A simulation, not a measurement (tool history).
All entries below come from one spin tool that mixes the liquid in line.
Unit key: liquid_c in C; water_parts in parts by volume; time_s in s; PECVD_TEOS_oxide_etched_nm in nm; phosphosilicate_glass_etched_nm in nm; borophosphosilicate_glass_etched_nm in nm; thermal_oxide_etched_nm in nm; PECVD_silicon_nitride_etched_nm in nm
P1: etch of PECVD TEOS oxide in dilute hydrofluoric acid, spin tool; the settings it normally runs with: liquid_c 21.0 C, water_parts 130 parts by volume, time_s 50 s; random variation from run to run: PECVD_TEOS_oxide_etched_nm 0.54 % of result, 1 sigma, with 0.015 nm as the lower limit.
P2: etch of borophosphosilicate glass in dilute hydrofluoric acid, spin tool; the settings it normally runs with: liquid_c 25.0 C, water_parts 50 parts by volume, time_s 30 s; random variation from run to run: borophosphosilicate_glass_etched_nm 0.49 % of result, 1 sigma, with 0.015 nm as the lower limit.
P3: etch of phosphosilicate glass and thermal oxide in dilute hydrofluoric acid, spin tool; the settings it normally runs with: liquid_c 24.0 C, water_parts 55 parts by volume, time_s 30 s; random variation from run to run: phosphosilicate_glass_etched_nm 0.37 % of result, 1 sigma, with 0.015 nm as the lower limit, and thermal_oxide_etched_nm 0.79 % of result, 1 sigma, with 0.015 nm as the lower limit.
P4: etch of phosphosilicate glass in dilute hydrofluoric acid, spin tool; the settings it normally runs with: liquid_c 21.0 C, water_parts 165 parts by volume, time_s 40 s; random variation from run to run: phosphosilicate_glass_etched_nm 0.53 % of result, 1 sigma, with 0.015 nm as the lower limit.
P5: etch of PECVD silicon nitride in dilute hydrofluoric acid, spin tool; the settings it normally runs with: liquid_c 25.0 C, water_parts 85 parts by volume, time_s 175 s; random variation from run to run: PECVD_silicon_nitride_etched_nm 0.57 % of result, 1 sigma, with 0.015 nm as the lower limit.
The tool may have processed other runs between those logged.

run   hour  process  liquid_c  water_parts  time_s  hours since the thermometer was replaced  hours since the hydrofluoric acid flow meter was replaced  PECVD_TEOS_oxide_etched_nm  phosphosilicate_glass_etched_nm  borophosphosilicate_glass_etched_nm  thermal_oxide_etched_nm  PECVD_silicon_nitride_etched_nm
  1   13.2       P1      21.0          130      50                                     373.1                                                      885.4                      7.0320
  2   23.6       P4      17.0          165      40                                     383.5                                                      895.8                                                       35.106
  3   33.6       P2      25.0           50      30                                     393.5                                                      905.8                                                                                            32.826
  4   42.8       P4      21.0          165      40                                     402.7                                                      915.0                                                       40.953
  5   51.1       P1      21.0          130      50                                     411.0                                                      923.3                      7.1206
  6   64.4       P3      24.0           80      30                                     424.3                                                      936.6                                                       32.022                                                        1.8696
  7   72.7       P2      25.0           50      15                                     432.6                                                      944.9                                                                                            16.356
  8   85.6       P3      24.0           55      45                                     445.5                                                      957.8                                                       72.345                                                        4.0747
  9   93.8       P1      17.0           45      50                                     453.7                                                      966.0                     19.1210
 10  106.5       P5      32.5           85     175                                     466.4                                                      978.7                                                                                                                                                     10.1770
 11  119.4       P1      21.0          130      85                                     479.3                                                      991.6                     12.0550
 12  126.2       P1      21.0          130      15                                     486.1                                                      998.4                      2.1486
 13  136.6       P3      32.0           55      30                                     496.5                                                     1008.8                                                       66.581                                                        3.7786
 14  145.2       P5      25.0           85     175                                     505.1                                                     1017.4                                                                                                                                                      6.2067
     151.4  -- hydrofluoric acid flow meter replaced
 15  154.1       P1      17.0          130      50                                     514.0                                                        2.8                      6.0368
 16  164.6       P5      25.0          120     175                                     524.5                                                       13.3                                                                                                                                                      4.4431
 17  175.1       P1      27.5          130      50                                     535.0                                                       23.8                      9.1213
 18  184.0       P4      21.0          165      40                                     543.9                                                       32.7                                                       41.249
 19  191.5       P2      17.5           50      30                                     551.4                                                       40.2                                                                                            23.711
 20  201.4       P1      21.0          130      50                                     561.3                                                       50.1                      7.1239
 21  213.4       P1      28.5          130      15                                     573.3                                                       62.1                      2.8271
 22  223.6       P3      24.0           55      30                                     583.5                                                       72.3                                                       48.086                                                        2.7507
 23  235.9       P1      21.0          190      50                                     595.8                                                       84.6                      4.5939
 24  242.4       P1      21.0           80      80                                     602.3                                                       91.1                     19.5230

Run 25 comes next. What will it give?
 25  249.0       P3      24.0           55      30                                     608.9                                                       97.7                                                            ?                                                             ?

phosphosilicate_glass_etched_nm: 48.518 nm
thermal_oxide_etched_nm: 2.7820 nm
